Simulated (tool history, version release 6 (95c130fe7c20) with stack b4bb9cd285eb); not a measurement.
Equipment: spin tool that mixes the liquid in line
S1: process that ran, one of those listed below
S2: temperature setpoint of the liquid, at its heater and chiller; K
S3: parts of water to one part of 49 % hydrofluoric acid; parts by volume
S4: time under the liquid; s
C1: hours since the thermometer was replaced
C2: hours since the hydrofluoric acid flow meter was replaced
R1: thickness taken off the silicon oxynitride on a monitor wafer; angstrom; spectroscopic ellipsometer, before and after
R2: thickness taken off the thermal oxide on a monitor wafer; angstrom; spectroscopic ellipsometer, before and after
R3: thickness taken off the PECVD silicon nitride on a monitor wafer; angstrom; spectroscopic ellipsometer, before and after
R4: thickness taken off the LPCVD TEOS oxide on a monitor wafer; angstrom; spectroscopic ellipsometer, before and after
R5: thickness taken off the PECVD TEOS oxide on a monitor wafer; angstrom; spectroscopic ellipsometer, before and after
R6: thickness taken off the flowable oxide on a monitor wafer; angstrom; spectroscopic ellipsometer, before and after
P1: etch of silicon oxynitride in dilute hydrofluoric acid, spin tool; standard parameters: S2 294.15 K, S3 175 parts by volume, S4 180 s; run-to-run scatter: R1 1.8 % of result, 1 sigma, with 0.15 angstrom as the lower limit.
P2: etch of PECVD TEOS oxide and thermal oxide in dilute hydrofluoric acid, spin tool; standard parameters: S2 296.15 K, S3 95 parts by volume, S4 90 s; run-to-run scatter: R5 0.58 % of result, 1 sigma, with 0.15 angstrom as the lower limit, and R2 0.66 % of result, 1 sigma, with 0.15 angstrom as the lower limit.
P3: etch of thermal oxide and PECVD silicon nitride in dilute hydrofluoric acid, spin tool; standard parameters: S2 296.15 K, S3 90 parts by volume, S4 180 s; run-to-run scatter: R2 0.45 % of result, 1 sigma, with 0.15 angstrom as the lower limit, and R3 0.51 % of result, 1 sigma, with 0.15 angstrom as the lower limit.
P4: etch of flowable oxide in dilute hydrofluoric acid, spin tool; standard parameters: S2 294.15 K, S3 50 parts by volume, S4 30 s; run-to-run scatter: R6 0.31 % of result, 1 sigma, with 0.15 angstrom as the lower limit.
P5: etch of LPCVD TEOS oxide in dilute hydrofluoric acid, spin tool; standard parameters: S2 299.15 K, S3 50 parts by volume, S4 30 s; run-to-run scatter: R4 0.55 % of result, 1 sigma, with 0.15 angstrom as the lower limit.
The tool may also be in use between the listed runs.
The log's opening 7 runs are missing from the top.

run,hour,S1,S2,S3,S4,C1,C2,R1,R2,R3,R4,R5,R6
8,90.3,P1,290.15,85,180,778.4,552.4,25.3690,,,,,
9,103.5,P3,304.15,90,180,791.6,565.6,,124.500,72.973,,,
10,110.4,P1,294.15,175,360,798.5,572.5,27.2790,,,,,
11,120.4,P5,299.15,75,30,808.5,582.5,,,,77.250,,
12,129.5,P1,294.15,175,180,817.6,591.6,13.6640,,,,,
13,136.9,P1,294.15,175,180,825.0,599.0,13.4760,,,,,
14,150.9,P5,299.15,50,30,839.0,613.0,,,,119.470,,
15,160.4,P1,294.15,175,180,848.5,622.5,13.5980,,,,,
16,174.0,P1,294.15,175,95,862.1,636.1,7.2235,,,,,
17,188.3,P2,296.15,95,40,876.4,650.4,,18.386,,,36.281,
18,198.7,P5,299.15,50,50,886.8,660.8,,,,198.180,,
19,208.4,P3,296.15,90,80,896.5,670.5,,40.580,19.430,,,
20,219.5,P4,298.15,50,30,907.6,681.6,,,,,,154.510
21,231.7,P4,294.15,70,30,919.8,693.8,,,,,,90.976
22,240.3,P2,296.15,95,90,928.4,702.4,,41.273,,,80.816,

What does the tool deliver on the next run?
23,251.2,P4,294.15,50,30,939.3,713.3,,,,,,?

{"run 23": {"R6": 131.25}}
